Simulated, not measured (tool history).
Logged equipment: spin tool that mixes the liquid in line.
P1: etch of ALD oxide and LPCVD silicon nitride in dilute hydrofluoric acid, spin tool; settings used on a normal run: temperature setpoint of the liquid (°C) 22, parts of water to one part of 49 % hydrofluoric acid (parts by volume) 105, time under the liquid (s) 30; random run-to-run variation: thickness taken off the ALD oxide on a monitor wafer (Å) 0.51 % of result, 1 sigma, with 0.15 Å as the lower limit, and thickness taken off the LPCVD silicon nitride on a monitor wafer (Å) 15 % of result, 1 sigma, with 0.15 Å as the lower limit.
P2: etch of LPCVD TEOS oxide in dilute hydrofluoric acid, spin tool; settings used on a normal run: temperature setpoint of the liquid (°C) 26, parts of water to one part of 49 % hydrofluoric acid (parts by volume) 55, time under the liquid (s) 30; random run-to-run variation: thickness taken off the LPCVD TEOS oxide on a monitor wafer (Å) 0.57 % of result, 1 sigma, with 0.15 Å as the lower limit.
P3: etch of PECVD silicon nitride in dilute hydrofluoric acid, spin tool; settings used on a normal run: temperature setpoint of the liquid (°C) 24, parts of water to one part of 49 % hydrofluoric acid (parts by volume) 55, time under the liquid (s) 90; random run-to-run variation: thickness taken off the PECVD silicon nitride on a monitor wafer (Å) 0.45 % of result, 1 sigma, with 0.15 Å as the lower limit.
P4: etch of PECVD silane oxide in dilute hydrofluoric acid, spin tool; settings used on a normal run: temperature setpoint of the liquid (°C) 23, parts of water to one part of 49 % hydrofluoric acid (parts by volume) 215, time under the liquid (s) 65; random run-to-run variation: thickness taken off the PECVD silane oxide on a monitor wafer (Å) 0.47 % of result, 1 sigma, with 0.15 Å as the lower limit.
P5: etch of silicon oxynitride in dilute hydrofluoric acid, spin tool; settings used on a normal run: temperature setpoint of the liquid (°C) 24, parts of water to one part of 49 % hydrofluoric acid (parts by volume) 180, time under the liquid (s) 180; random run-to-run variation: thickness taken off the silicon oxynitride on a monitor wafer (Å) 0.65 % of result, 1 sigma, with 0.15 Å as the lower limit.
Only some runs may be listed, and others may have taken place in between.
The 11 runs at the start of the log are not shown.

run	hour	process that ran	temperature setpoint of the liquid (°C)	parts of water to one part of 49 % hydrofluoric acid (parts by volume)	time under the liquid (s)	thickness taken off the ALD oxide on a monitor wafer (Å)	thickness taken off the LPCVD silicon nitride on a monitor wafer (Å)	thickness taken off the LPCVD TEOS oxide on a monitor wafer (Å)	thickness taken off the silicon oxynitride on a monitor wafer (Å)	thickness taken off the PECVD silicon nitride on a monitor wafer (Å)	thickness taken off the PECVD silane oxide on a monitor wafer (Å)
12	146.3	P1	22	105	30	55.47	1.1836				
13	161.3	P1	22	145	55	70.333	1.9675				
14	171.4	P1	17.5	105	30	46.032	0.82685				
15	186.6	P3	24	55	170					110.71	
16	200.4	P4	23	215	65						75.239
17	209	P5	24	180	180				44.967		
18	220.7	P1	29.5	105	30	73.87	2.4247				
19	235.7	P4	23	350	65						40.244
20	242.8	P5	31.5	180	180				61.125		
21	251.2	P3	24	55	90					58.533	
22	266.4	P3	24	80	90					40.502	
# hour 271.5: thermometer replaced
23	276.3	P1	22	105	60	110.16	2.4766				
24	289.7	P5	24	180	180				44.316		
25	297.5	P2	21.5	55	30			87.167			
26	312.6	P2	26	55	30			105.02			
27	327.1	P4	23	215	65						74.676
28	341.1	P2	26	55	30			105.17			
29	351.1	P4	23	215	35						40.386
30	358.6	P5	24	290	180				25.739		
31	370.5	P1	22	70	15	43.338	1.2434				
32	384.4	P1	22	155	45	53.485	1.672				
33	395.7	P1	22	105	30	55.247	1.5653				
34	409.3	P1	22	105	30	56.629	1.4989				
35	417.2	P1	22	105	30	56.877	1.3251				

What does the tool deliver on the next run?
36	428.7	P1	22	105	30	?	?				

Run 36 came out at thickness taken off the ALD oxide on a monitor wafer (Å) 57.173, thickness taken off the LPCVD silicon nitride on a monitor wafer (Å) 1.1527.
